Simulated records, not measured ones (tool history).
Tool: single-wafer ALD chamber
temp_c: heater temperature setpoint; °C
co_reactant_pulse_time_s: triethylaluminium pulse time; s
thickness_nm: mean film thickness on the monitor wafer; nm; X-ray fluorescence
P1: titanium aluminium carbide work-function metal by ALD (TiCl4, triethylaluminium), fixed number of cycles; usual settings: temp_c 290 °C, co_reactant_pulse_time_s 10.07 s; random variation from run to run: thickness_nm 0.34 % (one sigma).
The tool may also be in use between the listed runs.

run	hour	temp_c	co_reactant_pulse_time_s	hours since the last thermocouple change	hours since the last triethylaluminium bottle change	thickness_nm
1	8	290	10.07	670.4	718.7	1.9069
2	18	290	10.07	680.4	728.7	1.9037
3	33.3	311	10.07	695.7	744	2.0652
4	44.3	290	13.98	706.7	755	1.9429
5	53.2	276	13.56	715.6	763.9	1.8207
6	69.3	307	7.15	731.7	780	1.9202
# hour 70: thermocouple changed; heater temperature recalibrated
7	83.1	290	10.07	13.1	793.8	1.9016
8	96.9	290	4.15	26.9	807.6	1.493
9	109.7	290	10.07	39.7	820.4	1.9069
# hour 117: triethylaluminium bottle replaced
10	123.6	266	10.07	53.6	6.6	1.7083
11	133.4	303	14.68	63.4	16.4	2.0465
12	141.1	290	10.07	71.1	24.1	1.8808
13	154.9	290	10.07	84.9	37.9	1.873
14	164.8	290	10.07	94.8	47.8	1.8697
15	178	290	10.07	108	61	1.8522

Run 16 comes next. What will it give?
16	188.9	290	10.07	118.9	71.9	?

thickness_nm: 1.8522 nm

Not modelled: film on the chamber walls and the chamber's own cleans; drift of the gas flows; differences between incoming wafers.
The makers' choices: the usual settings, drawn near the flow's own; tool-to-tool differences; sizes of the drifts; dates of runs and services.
